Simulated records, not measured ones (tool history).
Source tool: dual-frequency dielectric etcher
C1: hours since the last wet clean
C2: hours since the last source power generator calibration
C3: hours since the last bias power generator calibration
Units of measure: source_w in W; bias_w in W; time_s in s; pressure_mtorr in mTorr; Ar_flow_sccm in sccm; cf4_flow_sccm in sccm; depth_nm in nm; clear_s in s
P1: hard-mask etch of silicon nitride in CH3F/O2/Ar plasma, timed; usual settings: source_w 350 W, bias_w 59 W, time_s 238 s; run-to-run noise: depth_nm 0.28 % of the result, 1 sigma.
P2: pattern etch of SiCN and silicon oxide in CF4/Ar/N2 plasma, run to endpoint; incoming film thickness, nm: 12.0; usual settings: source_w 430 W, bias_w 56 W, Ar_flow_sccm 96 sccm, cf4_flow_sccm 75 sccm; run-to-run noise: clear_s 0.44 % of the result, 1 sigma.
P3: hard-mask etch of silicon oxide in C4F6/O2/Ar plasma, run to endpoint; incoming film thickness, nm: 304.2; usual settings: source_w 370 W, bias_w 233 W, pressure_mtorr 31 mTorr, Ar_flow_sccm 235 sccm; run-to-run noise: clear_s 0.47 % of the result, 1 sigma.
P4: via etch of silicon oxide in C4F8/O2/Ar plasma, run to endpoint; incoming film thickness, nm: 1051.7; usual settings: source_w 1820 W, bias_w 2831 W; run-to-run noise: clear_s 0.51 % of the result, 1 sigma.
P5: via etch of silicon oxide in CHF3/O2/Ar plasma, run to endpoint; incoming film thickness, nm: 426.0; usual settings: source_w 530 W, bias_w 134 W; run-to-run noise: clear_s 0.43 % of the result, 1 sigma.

run 1 hour=5.9 | process=P1 source_w=350 bias_w=59 time_s=238 | C1=123.3 C2=332.9 C3=1768.7 | depth_nm=147.27
run 2 hour=12.0 | process=P3 source_w=500 bias_w=233 pressure_mtorr=31 Ar_flow_sccm=235 | C1=129.4 C2=339.0 C3=1774.8 | clear_s=78.056
run 3 hour=15.1 | process=P1 source_w=280 bias_w=40 time_s=238 | C1=132.5 C2=342.1 C3=1777.9 | depth_nm=119.71
run 4 hour=20.0 | process=P3 source_w=370 bias_w=233 pressure_mtorr=31 Ar_flow_sccm=235 | C1=137.4 C2=347.0 C3=1782.8 | clear_s=87.353
run 5 hour=23.0 | process=P1 source_w=350 bias_w=59 time_s=238 | C1=140.4 C2=350.0 C3=1785.8 | depth_nm=147.98
-- hour=23.3 source power generator calibrated
run 6 hour=28.4 | process=P2 source_w=430 bias_w=77 Ar_flow_sccm=96 cf4_flow_sccm=75 | C1=145.8 C2=5.2 C3=1791.2 | clear_s=13.747
run 7 hour=34.1 | process=P4 source_w=1820 bias_w=2115 | C1=151.5 C2=10.9 C3=1796.9 | clear_s=222.660
run 8 hour=39.2 | process=P1 source_w=490 bias_w=59 time_s=238 | C1=156.6 C2=16.0 C3=1802.0 | depth_nm=167.81
run 9 hour=43.0 | process=P2 source_w=430 bias_w=56 Ar_flow_sccm=71 cf4_flow_sccm=75 | C1=160.4 C2=19.8 C3=1805.8 | clear_s=14.516
run 10 hour=48.1 | process=P3 source_w=370 bias_w=233 pressure_mtorr=31 Ar_flow_sccm=156 | C1=165.5 C2=24.9 C3=1810.9 | clear_s=83.011
run 11 hour=53.6 | process=P4 source_w=1820 bias_w=2831 | C1=171.0 C2=30.4 C3=1816.4 | clear_s=202.890
run 12 hour=57.8 | process=P2 source_w=610 bias_w=56 Ar_flow_sccm=96 cf4_flow_sccm=75 | C1=175.2 C2=34.6 C3=1820.6 | clear_s=11.187
run 13 hour=62.2 | process=P1 source_w=350 bias_w=59 time_s=238 | C1=179.6 C2=39.0 C3=1825.0 | depth_nm=146.43
run 14 hour=68.1 | process=P1 source_w=430 bias_w=81 time_s=238 | C1=185.5 C2=44.9 C3=1830.9 | depth_nm=177.76
run 15 hour=71.4 | process=P2 source_w=430 bias_w=56 Ar_flow_sccm=96 cf4_flow_sccm=75 | C1=188.8 C2=48.2 C3=1834.2 | clear_s=15.245
run 16 hour=74.4 | process=P1 source_w=350 bias_w=59 time_s=335 | C1=191.8 C2=51.2 C3=1837.2 | depth_nm=207.76
run 17 hour=79.6 | process=P1 source_w=350 bias_w=59 time_s=169 | C1=197.0 C2=56.4 C3=1842.4 | depth_nm=104.96
run 18 hour=83.5 | process=P1 source_w=350 bias_w=59 time_s=238 | C1=200.9 C2=60.3 C3=1846.3 | depth_nm=148.01
run 19 hour=88.0 | process=P5 source_w=530 bias_w=78 | C1=205.4 C2=64.8 C3=1850.8 | clear_s=300.040
run 20 hour=94.1 | process=P1 source_w=350 bias_w=59 time_s=238 | C1=211.5 C2=70.9 C3=1856.9 | depth_nm=147.45
run 21 hour=97.6 | process=P3 source_w=370 bias_w=294 pressure_mtorr=31 Ar_flow_sccm=235 | C1=215.0 C2=74.4 C3=1860.4 | clear_s=80.112
run 22 hour=102.6 | process=P5 source_w=420 bias_w=134 | C1=220.0 C2=79.4 C3=1865.4 | clear_s=279.580
run 23 hour=108.7 | process=P2 source_w=430 bias_w=56 Ar_flow_sccm=96 cf4_flow_sccm=101 | C1=226.1 C2=85.5 C3=1871.5 | clear_s=14.629
run 24 hour=112.2 | process=P5 source_w=530 bias_w=134 | C1=229.6 C2=89.0 C3=1875.0 | clear_s=255.230
run 25 hour=118.7 | process=P1 source_w=350 bias_w=70 time_s=238 | C1=236.1 C2=95.5 C3=1881.5 | depth_nm=156.38
run 26 hour=122.5 | process=P4 source_w=2560 bias_w=2831 | C1=239.9 C2=99.3 C3=1885.3 | clear_s=176.820
run 27 hour=126.0 | process=P3 source_w=370 bias_w=233 pressure_mtorr=31 Ar_flow_sccm=235 | C1=243.4 C2=102.8 C3=1888.8 | clear_s=87.280
run 28 hour=129.5 | process=P3 source_w=370 bias_w=233 pressure_mtorr=37 Ar_flow_sccm=235 | C1=246.9 C2=106.3 C3=1892.3 | clear_s=89.104
run 29 hour=134.6 | process=P1 source_w=280 bias_w=59 time_s=238 | C1=252.0 C2=111.4 C3=1897.4 | depth_nm=134.73
run 30 hour=139.8 | process=P1 source_w=350 bias_w=59 time_s=238 | C1=257.2 C2=116.6 C3=1902.6 | depth_nm=146.55
run 31 hour=146.3 | process=P1 source_w=350 bias_w=35 time_s=238 | C1=263.7 C2=123.1 C3=1909.1 | depth_nm=125.06
run 32 hour=152.9 | process=P1 source_w=350 bias_w=59 time_s=238 | C1=270.3 C2=129.7 C3=1915.7 | depth_nm=146.74
run 33 hour=158.7 | process=P1 source_w=350 bias_w=59 time_s=238 | C1=276.1 C2=135.5 C3=1921.5 | depth_nm=148.87
run 34 hour=163.3 | process=P1 source_w=350 bias_w=59 time_s=238 | C1=280.7 C2=140.1 C3=1926.1 | depth_nm=149.02
-- hour=165.2 wet clean of the chamber
run 35 hour=166.2 | process=P1 source_w=350 bias_w=59 time_s=238 | C1=1.1 C2=143.0 C3=1929.0 | depth_nm=149.30
run 36 hour=172.0 | process=P1 source_w=350 bias_w=59 time_s=238 | C1=6.9 C2=148.8 C3=1934.8 | depth_nm=149.54
run 37 hour=178.0 | process=P1 source_w=350 bias_w=59 time_s=238 | C1=12.9 C2=154.8 C3=1940.8 | depth_nm=149.87
run 38 hour=181.3 | process=P1 source_w=350 bias_w=59 time_s=238 | C1=16.2 C2=158.1 C3=1944.1 | depth_nm=150.39

What P1 gives has crept away from where it was. These 2 causes fit the log equally well, each at the size given:
A: source power that arrives over what is set, % = 3.98
B: bias power that arrives over what is set, % = 4.6
At approximately hour 152.9, the process output began to creep.
All other causes, with the reason each is excluded:
chamber walls in a state that raises the etch rate, %: serviced at hour 165.2, after the drift had started, without restoring the earlier output

Consider the 4 check runs below, whose results appear as question marks and each of which averages 3 wafers. Which one distinguishes the causes, in that each cause would give it a clearly different result?
run check 1 hour=184.6 | process=P3 source_w=430 bias_w=291 pressure_mtorr=31 Ar_flow_sccm=235 | clear_s=?
run check 2 hour=184.6 | process=P5 source_w=430 bias_w=84 | clear_s=?
run check 3 hour=184.6 | process=P2 source_w=600 bias_w=56 Ar_flow_sccm=79 cf4_flow_sccm=75 | clear_s=?
run check 4 hour=184.6 | process=P4 source_w=2090 bias_w=2831 | clear_s=?

If the cause were each of the candidates in turn, the checks would give the following:
check=check_1 result=clear_s if_A=75.154 if_B=75.096
check=check_2 result=clear_s if_A=314.990 if_B=315.780
check=check_3 result=clear_s if_A=10.605 if_B=10.836
check=check_4 result=clear_s if_A=189.570 if_B=189.840
Per-check spread between the two closest causes, in the result where they differ most: check 1 0.08 %; check 2 0.25 %; check 3 2.16 %; check 4 0.15 %
Of the check runs offered, only check 3 discriminates between the causes; the rest would read about the same regardless of which cause applies.

Running check 3 produced the following: clear_s 10.639 s. Which one of the listed causes fits?

Of the candidate causes, it is A: source power that arrives over what is set, %.
